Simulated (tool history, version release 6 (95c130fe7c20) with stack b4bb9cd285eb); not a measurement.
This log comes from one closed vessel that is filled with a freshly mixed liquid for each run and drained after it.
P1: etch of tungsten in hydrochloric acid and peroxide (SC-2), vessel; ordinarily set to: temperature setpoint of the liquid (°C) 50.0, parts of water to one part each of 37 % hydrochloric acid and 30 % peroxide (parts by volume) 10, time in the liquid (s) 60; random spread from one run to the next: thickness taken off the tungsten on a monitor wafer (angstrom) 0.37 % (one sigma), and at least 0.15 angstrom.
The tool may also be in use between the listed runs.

run,hour,temperature setpoint of the liquid (°C),parts of water to one part each of 37 % hydrochloric acid and 30 % peroxide (parts by volume),time in the liquid (s),hours since the thermometer was replaced,hours since the chemicals flow meter was replaced,hours since the drum of peroxide was connected,thickness taken off the tungsten on a monitor wafer (angstrom)
1,3.5,50.0,10,60,681.9,338.9,667.3,139.820
2,7.9,50.0,10,60,686.3,343.3,671.7,138.890
3,12.8,50.0,10,30,691.2,348.2,676.6,70.285
4,17.9,50.0,4,60,696.3,353.3,681.7,279.020
5,22.0,50.0,10,60,700.4,357.4,685.8,139.170
6,25.3,50.0,10,60,703.7,360.7,689.1,139.680
# hour 26.6: new drum of peroxide connected
7,31.6,50.0,10,110,710.0,367.0,5.0,254.970
8,36.5,39.5,6,60,714.9,371.9,9.9,102.150
9,41.6,66.0,10,60,720.0,377.0,15.0,385.870
10,46.3,50.0,10,60,724.7,381.7,19.7,139.700
11,50.1,50.0,10,60,728.5,385.5,23.5,139.880
12,53.3,35.5,10,60,731.7,388.7,26.7,50.654
13,57.8,50.0,17,60,736.2,393.2,31.2,87.770
14,64.2,50.0,10,60,742.6,399.6,37.6,139.160
15,67.4,50.0,10,60,745.8,402.8,40.8,143.060
16,71.4,50.0,10,60,749.8,406.8,44.8,146.260
17,74.9,50.0,10,60,753.3,410.3,48.3,148.860
18,81.1,50.0,10,60,759.5,416.5,54.5,150.510
19,86.3,50.0,10,60,764.7,421.7,59.7,149.760
20,89.4,50.0,10,60,767.8,424.8,62.8,151.150
21,92.5,50.0,10,60,770.9,427.9,65.9,152.090
22,96.1,50.0,10,60,774.5,431.5,69.5,151.530
23,99.7,50.0,10,60,778.1,435.1,73.1,151.900
24,103.9,50.0,10,60,782.3,439.3,77.3,151.290

P1 has crept away from where it was. The log is fitted equally well by each of these 2 causes, at the sizes shown:
A: chemicals flow above the setpoint (%) = 10.6
B: liquid hotter than its thermometer reads (K) = 1.26
The onset of the drift is placed at about hour 64.2.
Why every other cause is out:
peroxide weaker than its label (%): limited to 8, which would change thickness taken off the tungsten on a monitor wafer (angstrom) by -7.4 %, either short of the creep or opposite in sign

The 4 check runs listed below each average the results of 2 wafers, and their outcomes are marked with question marks. Under which run would the listed causes produce clearly different results?
check 1,108.1,64.5,10,30,,,,?
check 2,108.1,63.5,10,60,,,,?
check 3,108.1,42.0,4,60,,,,?
check 4,108.1,50.0,17,105,,,,?

If the cause were each of the candidates in turn, the checks would give the following:
check,result,if A,if B
check 1,thickness taken off the tungsten on a monitor wafer (angstrom),191.700,190.460
check 2,thickness taken off the tungsten on a monitor wafer (angstrom),360.630,358.440
check 3,thickness taken off the tungsten on a monitor wafer (angstrom),172.910,176.760
check 4,thickness taken off the tungsten on a monitor wafer (angstrom),169.070,168.070
Smallest distance between any two causes, each pair judged by its most separating result, in per cent: check 1 0.65 %; check 2 0.61 %; check 3 2.2 %; check 4 0.6 %
Of the check runs offered, only check 3 discriminates between the causes; the rest would read about the same regardless of which cause applies.

With check 3 done, the readings were: thickness taken off the tungsten on a monitor wafer (angstrom) 173.190. Identify which of the listed causes applies.

The cause is A: chemicals flow above the setpoint (%).
